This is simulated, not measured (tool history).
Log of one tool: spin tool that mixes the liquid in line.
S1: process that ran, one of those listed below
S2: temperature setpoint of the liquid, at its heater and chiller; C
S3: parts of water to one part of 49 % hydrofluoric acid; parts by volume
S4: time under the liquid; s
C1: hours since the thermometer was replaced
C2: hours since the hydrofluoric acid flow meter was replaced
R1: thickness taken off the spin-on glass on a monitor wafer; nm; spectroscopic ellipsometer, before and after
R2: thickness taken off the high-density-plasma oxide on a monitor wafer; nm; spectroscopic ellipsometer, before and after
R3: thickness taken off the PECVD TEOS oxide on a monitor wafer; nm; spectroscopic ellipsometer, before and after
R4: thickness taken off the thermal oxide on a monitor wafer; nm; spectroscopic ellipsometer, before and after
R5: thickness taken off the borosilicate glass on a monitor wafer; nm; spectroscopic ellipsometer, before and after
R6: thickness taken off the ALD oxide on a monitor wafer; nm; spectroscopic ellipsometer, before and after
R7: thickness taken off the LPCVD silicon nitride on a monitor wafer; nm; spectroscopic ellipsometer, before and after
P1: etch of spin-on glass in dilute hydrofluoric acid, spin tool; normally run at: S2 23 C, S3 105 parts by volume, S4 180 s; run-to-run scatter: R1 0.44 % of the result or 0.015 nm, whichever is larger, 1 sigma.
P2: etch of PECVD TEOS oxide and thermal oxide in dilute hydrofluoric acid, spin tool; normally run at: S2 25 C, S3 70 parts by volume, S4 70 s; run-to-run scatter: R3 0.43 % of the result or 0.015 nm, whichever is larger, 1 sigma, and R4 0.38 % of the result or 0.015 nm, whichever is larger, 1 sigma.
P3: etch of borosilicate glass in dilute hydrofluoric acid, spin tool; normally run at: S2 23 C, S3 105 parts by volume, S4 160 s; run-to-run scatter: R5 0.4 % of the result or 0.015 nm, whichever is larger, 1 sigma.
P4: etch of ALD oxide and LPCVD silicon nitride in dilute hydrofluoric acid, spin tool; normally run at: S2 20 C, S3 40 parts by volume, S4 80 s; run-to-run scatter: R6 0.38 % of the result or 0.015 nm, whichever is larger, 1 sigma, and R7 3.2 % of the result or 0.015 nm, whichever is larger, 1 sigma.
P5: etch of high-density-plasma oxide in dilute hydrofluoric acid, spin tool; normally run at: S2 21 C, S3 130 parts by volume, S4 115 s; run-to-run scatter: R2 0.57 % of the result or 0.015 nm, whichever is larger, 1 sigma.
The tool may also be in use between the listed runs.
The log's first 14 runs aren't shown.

run     day  S1    S2   S3   S4     C1      C2      R1      R2      R3      R4      R5      R6       R7
 15   8.654  P4    20   40   20  546.1  1140.7                                          6.0585  0.19383
 16   9.258  P1    23  105  180  560.6  1155.2  34.935
 17   9.742  P1    23  105  180  572.2  1166.8  34.961
 18  10.225  P5  28.5  130  115  583.8  1178.4          9.5319
 19  10.946  P4    20   40   80  601.1  1195.7                                          24.164   0.7956
 20  11.633  P2    25   20   70  617.6  1212.2                  87.734  19.171
 21  12.125  P5    21  130  115  629.4    1224          7.0283
 22  12.854  P4    20   40   80  646.9  1241.5                                          24.215  0.82153
 23  13.462  P5    21  215  115  661.5  1256.1          3.9371
 24  13.888  P3    23  105  160  671.7  1266.3                                   32.65
 25  14.567  P2  21.5   70   70    688  1282.6                  20.048  4.4302
 26  15.183  P4    17   40   80  702.8  1297.4                                          21.416  0.67969
 27  15.821  P4    20   20   80  718.1  1312.7                                          49.755   1.5532
 28  16.567  P3  28.5  105  160    736  1330.6                                  40.363
 29  17.288  P1    23  105   80  753.3  1347.9   15.51
 30  17.638  P2    25   70   70  761.7  1356.3                  23.185  5.1243

Run 31 comes next. What will it give?
 31  18.058  P2  25  70  40  771.8  1366.4           ?   ?

{"run 31": {"R3": 13.2, "R4": 2.9076}}

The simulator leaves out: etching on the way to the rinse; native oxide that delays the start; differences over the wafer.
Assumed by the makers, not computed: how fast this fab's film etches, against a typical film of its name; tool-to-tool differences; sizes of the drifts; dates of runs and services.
